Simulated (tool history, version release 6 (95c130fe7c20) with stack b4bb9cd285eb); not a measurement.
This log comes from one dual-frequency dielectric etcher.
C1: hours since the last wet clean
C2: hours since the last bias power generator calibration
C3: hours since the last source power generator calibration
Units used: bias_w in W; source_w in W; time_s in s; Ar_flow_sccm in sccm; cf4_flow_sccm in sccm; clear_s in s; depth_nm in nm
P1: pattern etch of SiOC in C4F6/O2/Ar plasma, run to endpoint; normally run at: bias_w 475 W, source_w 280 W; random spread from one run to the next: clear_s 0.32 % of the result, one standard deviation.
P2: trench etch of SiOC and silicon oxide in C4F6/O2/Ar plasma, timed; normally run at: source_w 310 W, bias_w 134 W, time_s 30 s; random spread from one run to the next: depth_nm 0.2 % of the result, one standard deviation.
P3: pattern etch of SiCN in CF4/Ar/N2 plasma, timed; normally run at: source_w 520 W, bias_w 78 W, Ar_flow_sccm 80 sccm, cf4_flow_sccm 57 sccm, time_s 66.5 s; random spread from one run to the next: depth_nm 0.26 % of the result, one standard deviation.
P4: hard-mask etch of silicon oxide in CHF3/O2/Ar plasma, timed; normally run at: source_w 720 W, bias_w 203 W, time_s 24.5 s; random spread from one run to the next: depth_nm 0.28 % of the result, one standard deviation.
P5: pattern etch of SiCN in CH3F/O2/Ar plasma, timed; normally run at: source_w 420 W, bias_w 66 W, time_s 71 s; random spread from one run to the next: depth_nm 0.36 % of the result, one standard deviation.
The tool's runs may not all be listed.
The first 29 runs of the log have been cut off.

{"run": 30, "hour": 167.4, "process": "P4", "bias_w": 132, "source_w": 720, "time_s": 24.5, "C1": 53.9, "C2": 1320, "C3": 75.6, "depth_nm": 47.211}
{"run": 31, "hour": 174.5, "process": "P1", "bias_w": 475, "source_w": 280, "C1": 61, "C2": 1327.1, "C3": 82.7, "clear_s": 19.686}
{"run": 32, "hour": 178.2, "process": "P1", "bias_w": 475, "source_w": 280, "C1": 64.7, "C2": 1330.8, "C3": 86.4, "clear_s": 19.581}
{"run": 33, "hour": 182.9, "process": "P1", "bias_w": 475, "source_w": 280, "C1": 69.4, "C2": 1335.5, "C3": 91.1, "clear_s": 19.473}
{"run": 34, "hour": 187.8, "process": "P1", "bias_w": 475, "source_w": 280, "C1": 74.3, "C2": 1340.4, "C3": 96, "clear_s": 19.393}
{"hour": 189.4, "done": "wet clean of the chamber"}
{"run": 35, "hour": 194.2, "process": "P1", "bias_w": 475, "source_w": 280, "C1": 4.8, "C2": 1346.8, "C3": 102.4, "clear_s": 19.336}
{"run": 36, "hour": 200.3, "process": "P1", "bias_w": 475, "source_w": 280, "C1": 10.9, "C2": 1352.9, "C3": 108.5, "clear_s": 19.352}
{"run": 37, "hour": 207.0, "process": "P1", "bias_w": 475, "source_w": 280, "C1": 17.6, "C2": 1359.6, "C3": 115.2, "clear_s": 19.294}

Run 38 is up next; what results do you expect?
{"run": 38, "hour": 213.8, "process": "P1", "bias_w": 475, "source_w": 280, "C1": 24.4, "C2": 1366.4, "C3": 122, "clear_s": "?"}

clear_s: 19.254 s
